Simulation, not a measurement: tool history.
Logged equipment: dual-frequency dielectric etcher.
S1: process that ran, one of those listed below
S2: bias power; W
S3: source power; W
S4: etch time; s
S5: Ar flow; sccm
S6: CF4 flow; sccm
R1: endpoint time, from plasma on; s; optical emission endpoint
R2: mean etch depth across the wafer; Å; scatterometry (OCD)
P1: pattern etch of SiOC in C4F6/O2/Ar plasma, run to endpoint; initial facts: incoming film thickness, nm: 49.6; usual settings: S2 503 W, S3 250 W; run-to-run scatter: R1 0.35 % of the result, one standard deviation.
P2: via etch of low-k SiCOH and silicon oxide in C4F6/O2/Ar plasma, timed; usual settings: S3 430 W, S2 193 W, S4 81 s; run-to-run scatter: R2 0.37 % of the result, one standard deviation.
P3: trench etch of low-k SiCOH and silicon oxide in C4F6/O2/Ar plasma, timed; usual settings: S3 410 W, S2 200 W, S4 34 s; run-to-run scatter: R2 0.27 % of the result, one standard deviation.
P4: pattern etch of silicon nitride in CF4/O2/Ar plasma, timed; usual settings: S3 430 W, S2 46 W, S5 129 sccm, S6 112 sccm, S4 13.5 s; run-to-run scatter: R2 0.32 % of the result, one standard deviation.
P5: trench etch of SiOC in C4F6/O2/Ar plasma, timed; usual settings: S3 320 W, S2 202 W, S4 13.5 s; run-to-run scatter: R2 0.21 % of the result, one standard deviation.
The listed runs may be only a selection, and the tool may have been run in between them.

run	hour	S1	S2	S3	S4	S5	S6	R1	R2
1	9.3	P1	503	250				19.641	
2	19	P1	503	170				22.606	
3	27.9	P2	193	430	121				3586.7
4	38.8	P2	264	430	81				2661.8
5	47.1	P4	46	430	13.5	129	74		203.97
6	59.6	P2	193	430	81				2391.9
7	65.7	P4	46	430	13.5	182	112		204.53
8	72.8	P3	200	560	34				1286.9
9	81	P1	675	250				17.37	
10	93.4	P1	390	250				21.668	
11	103.8	P4	35	430	13.5	129	112		193.69
12	111.9	P4	46	430	13.5	129	112		214.38
13	120.5	P4	46	430	13.5	129	112		213.75
14	129.1	P1	503	250				19.614	
15	138.7	P5	202	320	13.5				277.43
16	147.3	P4	46	570	13.5	129	112		274.56
17	153.1	P3	200	410	34				1140.4
18	165.2	P1	503	250				19.61	
19	170.7	P3	200	410	34				1138.3
20	178.8	P1	692	290				16.343	
21	185.1	P1	503	250				19.574	
22	196.7	P5	202	320	13.5				276.16
23	204.4	P1	503	250				19.64	
24	213.2	P5	271	320	13.5				307.02
25	224.8	P4	46	430	7.5	129	112		119.19
26	233.1	P1	503	250				19.522	
27	240.1	P5	202	320	20				408.77
28	246.4	P2	193	570	81				2671.5
29	254.6	P5	202	450	13.5				316.42
30	261.9	P1	503	330				17.739	
31	267.7	P1	503	250				19.71	
32	273.4	P1	612	200				19.736	
33	283	P3	200	410	44.5				1497.3
34	288.6	P3	272	410	34				1262.5
35	301	P1	503	250				19.615	
36	312.5	P1	503	250				19.736	
37	320.2	P1	503	250				19.814	
38	330.3	P1	503	250				19.843	
39	340	P1	503	250				19.886	
40	351.6	P1	503	250				19.913	
41	361.2	P1	503	250				19.877	
# hour 365.8: wet clean of the chamber
42	370.5	P1	503	250				19.984	
43	376.4	P1	503	250				19.766	
44	388.7	P1	503	250				19.968	

The log shows P1 creeping away from where it was. Any of the 2 causes listed here, at the size stated for it, fits the log just as well as the others:
A: source power that arrives under what is set, % = 4.68
B: bias power that arrives under what is set, % = 4.5
Onset of the creep was near hour 301.
Every other cause this tool's parts could produce, and why it does not fit the log:
chamber walls in a state that lowers the etch rate, %: maintenance at hour 365.8, after the shift began, did not return the process to its former output

Of the 4 check runs below, each run on 2 wafers with the results averaged and each result still a question mark, which one would tell the listed causes apart?
check 1	401	P4	46	430	13.5	180	84		?
check 2	401	P3	250	410	43.5				?
check 3	401	P5	202	320	19.5				?
check 4	401	P2	260	430	81				?

Check results expected under each cause:
check	result	if A	if B
check 1	R2	188.92	193.15
check 2	R2	1546.7	1551.1
check 3	R2	392.02	393.33
check 4	R2	2599.7	2606.9
Distance between the nearest two causes, measured in the result of the check that separates them most: check 1 2.21 %; check 2 0.29 %; check 3 0.33 %; check 4 0.28 %
The causes can be told apart only by check 1. The other checks would give nearly the same results under each of them.

Here is what check 1 returned: R2 188.79 Å. Which cause is it?

Of the candidate causes, it is A: source power that arrives under what is set, %.
